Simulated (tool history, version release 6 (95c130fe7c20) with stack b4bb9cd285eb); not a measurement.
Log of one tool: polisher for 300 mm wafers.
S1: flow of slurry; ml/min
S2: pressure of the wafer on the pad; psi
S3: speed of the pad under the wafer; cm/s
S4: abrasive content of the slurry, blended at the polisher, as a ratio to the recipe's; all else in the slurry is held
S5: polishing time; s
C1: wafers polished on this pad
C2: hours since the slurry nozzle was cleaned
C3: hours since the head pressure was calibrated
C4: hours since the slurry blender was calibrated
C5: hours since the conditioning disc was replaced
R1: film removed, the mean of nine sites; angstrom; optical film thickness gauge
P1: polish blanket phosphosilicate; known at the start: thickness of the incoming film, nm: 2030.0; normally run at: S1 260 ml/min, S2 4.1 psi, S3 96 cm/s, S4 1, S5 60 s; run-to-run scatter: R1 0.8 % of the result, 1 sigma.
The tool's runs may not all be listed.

Run 1, day 0.571: S1 260 ml/min, S2 4.1 psi, S3 96 cm/s, S4 1, S5 60 s; C1 384; C2 415; C3 545.6; C4 48.9; C5 365.7. Result: R1 7695.2 angstrom.
Run 2, day 0.933: S1 260 ml/min, S2 4.1 psi, S3 50 cm/s, S4 1, S5 60 s; C1 441; C2 423.7; C3 554.3; C4 57.6; C5 374.4. Result: R1 4627 angstrom.
Run 3, day 1.304: S1 260 ml/min, S2 2.4 psi, S3 96 cm/s, S4 0.6, S5 60 s; C1 499; C2 432.6; C3 563.2; C4 66.5; C5 383.3. Result: R1 3407.4 angstrom.
At day 1.829: slurry nozzle cleaned.
Run 4, day 1.929: S1 260 ml/min, S2 4.1 psi, S3 96 cm/s, S4 1, S5 60 s; C1 597; C2 2.5; C3 578.2; C4 81.5; C5 398.3. Result: R1 7764.2 angstrom.
Run 5, day 2.358: S1 410 ml/min, S2 4.1 psi, S3 96 cm/s, S4 1, S5 60 s; C1 665; C2 12.8; C3 588.5; C4 91.8; C5 408.6. Result: R1 8018.9 angstrom.
Run 6, day 2.975: S1 260 ml/min, S2 4.1 psi, S3 96 cm/s, S4 1, S5 60 s; C1 762; C2 27.6; C3 603.3; C4 106.6; C5 423.4. Result: R1 7702.6 angstrom.
Run 7, day 3.375: S1 260 ml/min, S2 4.1 psi, S3 96 cm/s, S4 1, S5 60 s; C1 825; C2 37.2; C3 612.9; C4 116.2; C5 433. Result: R1 7766.4 angstrom.
Run 8, day 3.833: S1 260 ml/min, S2 4.1 psi, S3 96 cm/s, S4 1, S5 27 s; C1 897; C2 48.2; C3 623.9; C4 127.2; C5 444. Result: R1 3408.6 angstrom.
Run 9, day 4.342: S1 260 ml/min, S2 4.1 psi, S3 96 cm/s, S4 1, S5 81 s; C1 977; C2 60.4; C3 636.1; C4 139.4; C5 456.2. Result: R1 10419 angstrom.
Run 10, day 5.029: S1 260 ml/min, S2 2 psi, S3 96 cm/s, S4 1, S5 60 s; C1 1085; C2 76.9; C3 652.6; C4 155.9; C5 472.7. Result: R1 3723.4 angstrom.
Run 11, day 5.562: S1 260 ml/min, S2 4.1 psi, S3 96 cm/s, S4 0.5, S5 60 s; C1 1169; C2 89.7; C3 665.4; C4 168.7; C5 485.5. Result: R1 5261.1 angstrom.
Run 12, day 6.158: S1 260 ml/min, S2 4.1 psi, S3 96 cm/s, S4 1, S5 60 s; C1 1263; C2 104; C3 679.7; C4 183; C5 499.8. Result: R1 7553 angstrom.
Run 13, day 6.708: S1 260 ml/min, S2 4.1 psi, S3 96 cm/s, S4 1.25, S5 60 s; C1 1349; C2 117.2; C3 692.9; C4 196.2; C5 513. Result: R1 8372.8 angstrom.
Run 14, day 7.312: S1 155 ml/min, S2 4.1 psi, S3 96 cm/s, S4 1, S5 60 s; C1 1444; C2 131.7; C3 707.4; C4 210.7; C5 527.5. Result: R1 7196.7 angstrom.
Run 15, day 7.883: S1 260 ml/min, S2 6.2 psi, S3 96 cm/s, S4 1, S5 60 s; C1 1534; C2 145.4; C3 721.1; C4 224.4; C5 541.2. Result: R1 11624 angstrom.
Run 16, day 8.538: S1 260 ml/min, S2 4.1 psi, S3 152 cm/s, S4 1, S5 60 s; C1 1637; C2 161.1; C3 736.8; C4 240.1; C5 556.9. Result: R1 11102 angstrom.
Run 17, day 9.012: S1 260 ml/min, S2 4.1 psi, S3 96 cm/s, S4 1, S5 60 s; C1 1712; C2 172.5; C3 748.2; C4 251.5; C5 568.3. Result: R1 7640.3 angstrom.
Run 18, day 9.667: S1 260 ml/min, S2 4.1 psi, S3 96 cm/s, S4 1, S5 60 s; C1 1814; C2 188.2; C3 763.9; C4 267.2; C5 584. Result: R1 7367.7 angstrom.
Run 19, day 10.092: S1 260 ml/min, S2 4.1 psi, S3 96 cm/s, S4 1, S5 60 s; C1 1881; C2 198.4; C3 774.1; C4 277.4; C5 594.2. Result: R1 7201.3 angstrom.
At day 10.167: conditioning disc replaced and pad reconditioned.
Run 20, day 10.562: S1 260 ml/min, S2 4.1 psi, S3 96 cm/s, S4 1, S5 60 s; C1 1955; C2 209.7; C3 785.4; C4 288.7; C5 9.6. Result: R1 7120 angstrom.
Run 21, day 10.988: S1 260 ml/min, S2 4.1 psi, S3 96 cm/s, S4 1, S5 60 s; C1 2022; C2 219.9; C3 795.6; C4 298.9; C5 19.8. Result: R1 7024.2 angstrom.
At day 11.012: slurry nozzle cleaned.
At day 11.238: head pressure recalibrated.
Run 22, day 11.708: S1 260 ml/min, S2 4.1 psi, S3 96 cm/s, S4 1, S5 60 s; C1 2135; C2 16.8; C3 11.3; C4 316.2; C5 37.1. Result: R1 7083.8 angstrom.
Run 23, day 12.029: S1 260 ml/min, S2 4.1 psi, S3 96 cm/s, S4 1, S5 60 s; C1 2186; C2 24.5; C3 19; C4 323.9; C5 44.8. Result: R1 7084.4 angstrom.

What P1 gives has crept away from where it was. These 2 causes fit the log equally well, each at the size given:
A: removal rate lost through wear of the pad, % = 7.81
B: abrasive missing from the slurry, % = 15.7
The creep began at about day 9.012.
Why every other cause is out:
slurry flow missing at the pad, %: serviced at day 11.012, which brought nothing back
head's pressure below its setpoint, %: serviced at day 11.238, which brought nothing back
time polished since the conditioner stopped cutting, s: serviced at day 10.167, which brought nothing back

4 check runs are offered, each on 5 wafers whose results are averaged, their results left as question marks. Which one tells the causes apart?
Run check 1, day 12.35: S1 260 ml/min, S2 3.1 psi, S3 96 cm/s, S4 1, S5 60 s. Result: R1 ?.
Run check 2, day 12.35: S1 205 ml/min, S2 4.1 psi, S3 96 cm/s, S4 1, S5 31 s. Result: R1 ?.
Run check 3, day 12.35: S1 260 ml/min, S2 6.1 psi, S3 150 cm/s, S4 1, S5 60 s. Result: R1 ?.
Run check 4, day 12.35: S1 260 ml/min, S2 4.1 psi, S3 96 cm/s, S4 0.55, S5 60 s. Result: R1 ?.

What each check would give under each cause:
  check  result    if A    if B
check 1      R1    5352  5352.3
check 2      R1  3557.5  3557.7
check 3      R1   15050   15051
check 4      R1  5159.6  5032.1
How far apart the two closest causes lie, in the result that separates them most: check 1 0.01 %; check 2 0.01 %; check 3 0.01 %; check 4 2.5 %
Check 4 tells the causes apart: in the others they would give nearly the same result.

Check 4 was then run and gave: R1 5050.4 angstrom. Which cause is it?

It is B: abrasive missing from the slurry, %.

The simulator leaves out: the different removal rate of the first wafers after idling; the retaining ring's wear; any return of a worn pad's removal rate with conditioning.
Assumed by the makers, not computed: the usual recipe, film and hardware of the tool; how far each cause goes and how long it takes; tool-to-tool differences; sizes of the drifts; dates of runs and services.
